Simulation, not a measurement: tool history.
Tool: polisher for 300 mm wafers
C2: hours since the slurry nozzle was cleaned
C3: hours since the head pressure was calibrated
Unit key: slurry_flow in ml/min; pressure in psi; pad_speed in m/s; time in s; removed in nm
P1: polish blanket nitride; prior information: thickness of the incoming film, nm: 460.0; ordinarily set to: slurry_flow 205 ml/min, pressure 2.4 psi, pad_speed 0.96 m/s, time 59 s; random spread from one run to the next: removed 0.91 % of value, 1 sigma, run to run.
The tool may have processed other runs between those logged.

{"run": 1, "day": 0.354, "slurry_flow": 205, "pressure": 2.4, "pad_speed": 0.96, "time": 59, "wafers polished on this pad": 317, "C2": 156.9, "C3": 584.5, "removed": 73.395}
{"run": 2, "day": 0.95, "slurry_flow": 275, "pressure": 2.4, "pad_speed": 1.44, "time": 59, "wafers polished on this pad": 507, "C2": 171.2, "C3": 598.8, "removed": 106.97}
{"run": 3, "day": 1.458, "slurry_flow": 205, "pressure": 2.4, "pad_speed": 0.96, "time": 59, "wafers polished on this pad": 669, "C2": 183.4, "C3": 611.0, "removed": 74.076}
{"run": 4, "day": 1.967, "slurry_flow": 205, "pressure": 2.4, "pad_speed": 0.6, "time": 59, "wafers polished on this pad": 831, "C2": 195.6, "C3": 623.2, "removed": 51.126}
{"run": 5, "day": 2.396, "slurry_flow": 205, "pressure": 3.7, "pad_speed": 0.96, "time": 59, "wafers polished on this pad": 968, "C2": 205.9, "C3": 633.5, "removed": 113.12}
{"run": 6, "day": 2.829, "slurry_flow": 205, "pressure": 2.4, "pad_speed": 0.96, "time": 59, "wafers polished on this pad": 1106, "C2": 216.3, "C3": 643.9, "removed": 72.804}
{"run": 7, "day": 3.221, "slurry_flow": 205, "pressure": 2.4, "pad_speed": 0.96, "time": 59, "wafers polished on this pad": 1231, "C2": 225.7, "C3": 653.3, "removed": 72.993}
{"run": 8, "day": 3.879, "slurry_flow": 205, "pressure": 1.5, "pad_speed": 0.96, "time": 59, "wafers polished on this pad": 1441, "C2": 241.5, "C3": 669.1, "removed": 46.231}
{"run": 9, "day": 4.204, "slurry_flow": 205, "pressure": 2.4, "pad_speed": 1.32, "time": 59, "wafers polished on this pad": 1545, "C2": 249.3, "C3": 676.9, "removed": 95.459}
{"run": 10, "day": 4.771, "slurry_flow": 310, "pressure": 2.4, "pad_speed": 0.96, "time": 59, "wafers polished on this pad": 1726, "C2": 262.9, "C3": 690.5, "removed": 77.853}
{"run": 11, "day": 5.079, "slurry_flow": 205, "pressure": 2.4, "pad_speed": 0.96, "time": 27, "wafers polished on this pad": 1824, "C2": 270.3, "C3": 697.9, "removed": 33.412}

For run 12, what comes out?
{"run": 12, "day": 5.433, "slurry_flow": 125, "pressure": 2.4, "pad_speed": 0.96, "time": 59, "wafers polished on this pad": 1937, "C2": 278.8, "C3": 706.4, "removed": "?"}

removed: 68.496 nm

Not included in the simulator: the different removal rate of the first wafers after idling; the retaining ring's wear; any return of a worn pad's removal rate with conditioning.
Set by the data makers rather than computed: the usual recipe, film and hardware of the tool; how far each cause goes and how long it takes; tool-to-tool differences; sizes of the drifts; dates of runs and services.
